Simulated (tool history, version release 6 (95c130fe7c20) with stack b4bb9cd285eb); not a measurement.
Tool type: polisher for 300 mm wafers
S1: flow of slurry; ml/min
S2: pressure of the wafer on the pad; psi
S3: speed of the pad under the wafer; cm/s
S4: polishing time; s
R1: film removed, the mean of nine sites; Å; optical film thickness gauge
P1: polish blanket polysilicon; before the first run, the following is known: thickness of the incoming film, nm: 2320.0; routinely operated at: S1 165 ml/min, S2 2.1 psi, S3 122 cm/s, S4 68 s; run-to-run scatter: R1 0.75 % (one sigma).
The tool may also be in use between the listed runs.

run,day,S1,S2,S3,S4,R1
1,0.383,165,2.1,122,68,6080.2
2,0.671,165,2.1,192,68,9535.1
3,0.950,165,2.1,122,68,6026.9
4,1.271,250,2.1,122,68,6367.5
5,1.592,165,2.1,122,68,5979.5
6,2.117,165,2.1,122,68,6084.8
# day 2.146: slurry nozzle cleaned
7,2.367,165,2.1,122,34,3016.7
8,2.933,165,2.1,58,68,2856.6
# day 2.988: worn pad replaced by a new one
9,3.458,165,2.1,122,68,6123.9
10,3.792,100,2.1,122,87,6942.6
11,4.225,165,0.9,122,68,2571.0
12,4.700,165,2.1,86,84,5333.4
13,4.971,165,3.2,122,68,9193.5
14,5.304,165,1.2,122,96,4843.6
15,5.742,165,2.1,122,106,9369.2
16,6.300,100,2.1,122,68,5441.3
17,6.796,165,2.1,122,68,6150.7
18,7.325,165,2.1,122,68,5885.8
19,7.833,165,2.1,122,68,5761.5
20,8.388,165,2.1,122,68,5802.4
21,8.921,165,2.1,122,68,5842.3
22,9.317,165,2.1,122,68,5642.3
# day 9.629: worn pad replaced by a new one
23,9.700,165,2.1,122,68,5716.4
24,10.021,165,2.1,122,68,5683.4
25,10.279,165,2.1,122,68,5690.8

Run 26 comes next. What will it give?
26,10.842,165,2.1,122,68,?

{"run 26": {"R1": 5685.2}}
